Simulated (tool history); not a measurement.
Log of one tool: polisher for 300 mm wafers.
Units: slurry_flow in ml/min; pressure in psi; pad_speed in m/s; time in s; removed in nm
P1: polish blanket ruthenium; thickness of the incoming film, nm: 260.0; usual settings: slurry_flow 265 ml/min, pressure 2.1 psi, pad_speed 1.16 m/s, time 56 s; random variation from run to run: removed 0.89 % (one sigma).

{"run": 1, "hour": 13.4, "slurry_flow": 265, "pressure": 2.1, "pad_speed": 1.16, "time": 56, "removed": 69.063}
{"run": 2, "hour": 23.6, "slurry_flow": 265, "pressure": 2.1, "pad_speed": 1.16, "time": 30, "removed": 37.192}
{"run": 3, "hour": 36.6, "slurry_flow": 265, "pressure": 3.0, "pad_speed": 1.16, "time": 56, "removed": 98.796}
{"run": 4, "hour": 44.1, "slurry_flow": 265, "pressure": 2.1, "pad_speed": 1.8, "time": 56, "removed": 108.06}
{"run": 5, "hour": 54.4, "slurry_flow": 265, "pressure": 2.1, "pad_speed": 1.16, "time": 56, "removed": 68.255}
{"run": 6, "hour": 60.8, "slurry_flow": 160, "pressure": 2.1, "pad_speed": 1.16, "time": 56, "removed": 64.706}
{"run": 7, "hour": 74.3, "slurry_flow": 265, "pressure": 2.1, "pad_speed": 1.16, "time": 56, "removed": 70.094}
{"run": 8, "hour": 81.2, "slurry_flow": 265, "pressure": 2.1, "pad_speed": 1.16, "time": 56, "removed": 69.262}
{"run": 9, "hour": 93.6, "slurry_flow": 400, "pressure": 2.1, "pad_speed": 1.16, "time": 31, "removed": 39.291}
{"run": 10, "hour": 102.9, "slurry_flow": 265, "pressure": 1.0, "pad_speed": 1.16, "time": 56, "removed": 32.849}
{"run": 11, "hour": 109.4, "slurry_flow": 410, "pressure": 2.1, "pad_speed": 1.16, "time": 56, "removed": 72.02}

The next listed run, before its measurement:
{"run": 12, "hour": 115.8, "slurry_flow": 265, "pressure": 2.1, "pad_speed": 0.52, "time": 56, "removed": "?"}

{"run 12": {"removed": 31.601}}
